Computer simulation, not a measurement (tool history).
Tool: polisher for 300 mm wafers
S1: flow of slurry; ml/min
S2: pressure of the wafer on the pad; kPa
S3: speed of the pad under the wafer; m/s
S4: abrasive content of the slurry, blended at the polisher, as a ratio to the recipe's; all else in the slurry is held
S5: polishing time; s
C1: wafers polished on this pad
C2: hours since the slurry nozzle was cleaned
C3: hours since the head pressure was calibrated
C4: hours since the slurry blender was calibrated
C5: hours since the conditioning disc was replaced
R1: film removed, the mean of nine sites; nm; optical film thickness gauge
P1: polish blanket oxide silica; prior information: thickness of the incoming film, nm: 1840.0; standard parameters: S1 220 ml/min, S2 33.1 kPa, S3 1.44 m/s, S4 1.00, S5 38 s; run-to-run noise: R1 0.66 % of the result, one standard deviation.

{"run": 1, "hour": 17.0, "S1": 220, "S2": 33.1, "S3": 1.44, "S4": 1.0, "S5": 38, "C1": 648, "C2": 298.1, "C3": 179.8, "C4": 180.1, "C5": 221.7, "R1": 198.29}
{"run": 2, "hour": 30.2, "S1": 220, "S2": 33.1, "S3": 1.44, "S4": 1.0, "S5": 38, "C1": 846, "C2": 311.3, "C3": 193.0, "C4": 193.3, "C5": 234.9, "R1": 202.33}
{"run": 3, "hour": 44.1, "S1": 220, "S2": 33.1, "S3": 0.92, "S4": 1.5, "S5": 38, "C1": 1054, "C2": 325.2, "C3": 206.9, "C4": 207.2, "C5": 248.8, "R1": 164.7}
{"run": 4, "hour": 56.7, "S1": 130, "S2": 33.1, "S3": 1.44, "S4": 1.0, "S5": 38, "C1": 1243, "C2": 337.8, "C3": 219.5, "C4": 219.8, "C5": 261.4, "R1": 184.29}
{"run": 5, "hour": 74.6, "S1": 220, "S2": 33.1, "S3": 1.44, "S4": 0.65, "S5": 38, "C1": 1511, "C2": 355.7, "C3": 237.4, "C4": 237.7, "C5": 279.3, "R1": 159.15}
{"run": 6, "hour": 86.7, "S1": 220, "S2": 33.1, "S3": 1.44, "S4": 1.0, "S5": 38, "C1": 1692, "C2": 367.8, "C3": 249.5, "C4": 249.8, "C5": 291.4, "R1": 198.23}
{"run": 7, "hour": 98.5, "S1": 220, "S2": 33.1, "S3": 1.96, "S4": 1.0, "S5": 38, "C1": 1869, "C2": 379.6, "C3": 261.3, "C4": 261.6, "C5": 303.2, "R1": 253.94}
{"run": 8, "hour": 113.7, "S1": 220, "S2": 15.9, "S3": 1.44, "S4": 1.0, "S5": 27, "C1": 2097, "C2": 394.8, "C3": 276.5, "C4": 276.8, "C5": 318.4, "R1": 68.441}
{"run": 9, "hour": 128.6, "S1": 220, "S2": 33.1, "S3": 1.44, "S4": 1.0, "S5": 24, "C1": 2320, "C2": 409.7, "C3": 291.4, "C4": 291.7, "C5": 333.3, "R1": 125.91}
{"hour": 128.9, "done": "slurry nozzle cleaned"}
{"run": 10, "hour": 142.1, "S1": 220, "S2": 33.1, "S3": 1.44, "S4": 1.0, "S5": 38, "C1": 2522, "C2": 13.2, "C3": 304.9, "C4": 305.2, "C5": 346.8, "R1": 199.24}
{"run": 11, "hour": 159.2, "S1": 140, "S2": 17.9, "S3": 1.44, "S4": 1.0, "S5": 38, "C1": 2779, "C2": 30.3, "C3": 322.0, "C4": 322.3, "C5": 363.9, "R1": 100.56}
{"hour": 175.3, "done": "conditioning disc replaced and pad reconditioned"}
{"run": 12, "hour": 176.0, "S1": 220, "S2": 52.4, "S3": 1.44, "S4": 1.0, "S5": 38, "C1": 3030, "C2": 47.1, "C3": 338.8, "C4": 339.1, "C5": 0.7, "R1": 317.87}
{"run": 13, "hour": 185.9, "S1": 220, "S2": 15.2, "S3": 1.44, "S4": 1.0, "S5": 38, "C1": 3179, "C2": 57.0, "C3": 348.7, "C4": 349.0, "C5": 10.6, "R1": 91.289}
{"run": 14, "hour": 199.4, "S1": 220, "S2": 33.1, "S3": 0.8, "S4": 1.0, "S5": 38, "C1": 3381, "C2": 70.5, "C3": 362.2, "C4": 362.5, "C5": 24.1, "R1": 124.45}
{"run": 15, "hour": 211.1, "S1": 220, "S2": 33.1, "S3": 1.44, "S4": 1.0, "S5": 58, "C1": 3556, "C2": 82.2, "C3": 373.9, "C4": 374.2, "C5": 35.8, "R1": 304.21}
{"run": 16, "hour": 225.1, "S1": 220, "S2": 33.1, "S3": 1.44, "S4": 1.45, "S5": 38, "C1": 3766, "C2": 96.2, "C3": 387.9, "C4": 388.2, "C5": 49.8, "R1": 233.53}
{"run": 17, "hour": 237.2, "S1": 330, "S2": 33.1, "S3": 1.44, "S4": 1.0, "S5": 38, "C1": 3947, "C2": 108.3, "C3": 400.0, "C4": 400.3, "C5": 61.9, "R1": 207.27}
{"run": 18, "hour": 253.2, "S1": 220, "S2": 33.1, "S3": 1.44, "S4": 1.0, "S5": 38, "C1": 4187, "C2": 124.3, "C3": 416.0, "C4": 416.3, "C5": 77.9, "R1": 199.7}
{"run": 19, "hour": 269.4, "S1": 220, "S2": 33.1, "S3": 1.44, "S4": 1.0, "S5": 38, "C1": 4430, "C2": 140.5, "C3": 432.2, "C4": 432.5, "C5": 94.1, "R1": 189.47}
{"run": 20, "hour": 284.9, "S1": 220, "S2": 33.1, "S3": 1.44, "S4": 1.0, "S5": 38, "C1": 4662, "C2": 156.0, "C3": 447.7, "C4": 448.0, "C5": 109.6, "R1": 182.88}
{"run": 21, "hour": 301.0, "S1": 220, "S2": 33.1, "S3": 1.44, "S4": 1.0, "S5": 38, "C1": 4903, "C2": 172.1, "C3": 463.8, "C4": 464.1, "C5": 125.7, "R1": 181.71}
{"hour": 303.4, "done": "conditioning disc replaced and pad reconditioned"}
{"hour": 310.2, "done": "worn pad replaced by a new one"}
{"run": 22, "hour": 314.1, "S1": 220, "S2": 33.1, "S3": 1.44, "S4": 1.0, "S5": 38, "C1": 59, "C2": 185.2, "C3": 476.9, "C4": 477.2, "C5": 10.7, "R1": 179.06}
{"hour": 322.8, "done": "slurry nozzle cleaned"}
{"run": 23, "hour": 329.8, "S1": 220, "S2": 33.1, "S3": 1.44, "S4": 1.0, "S5": 38, "C1": 294, "C2": 7.0, "C3": 492.6, "C4": 492.9, "C5": 26.4, "R1": 178.08}
{"run": 24, "hour": 339.3, "S1": 220, "S2": 33.1, "S3": 1.44, "S4": 1.0, "S5": 38, "C1": 436, "C2": 16.5, "C3": 502.1, "C4": 502.4, "C5": 35.9, "R1": 179.21}
{"run": 25, "hour": 347.3, "S1": 220, "S2": 33.1, "S3": 1.44, "S4": 1.0, "S5": 38, "C1": 556, "C2": 24.5, "C3": 510.1, "C4": 510.4, "C5": 43.9, "R1": 178.48}

What will run 26 give?
{"run": 26, "hour": 359.4, "S1": 220, "S2": 33.1, "S3": 1.44, "S4": 1.0, "S5": 38, "C1": 737, "C2": 36.6, "C3": 522.2, "C4": 522.5, "C5": 56.0, "R1": "?"}

Run 26 gave R1 178.730 nm.
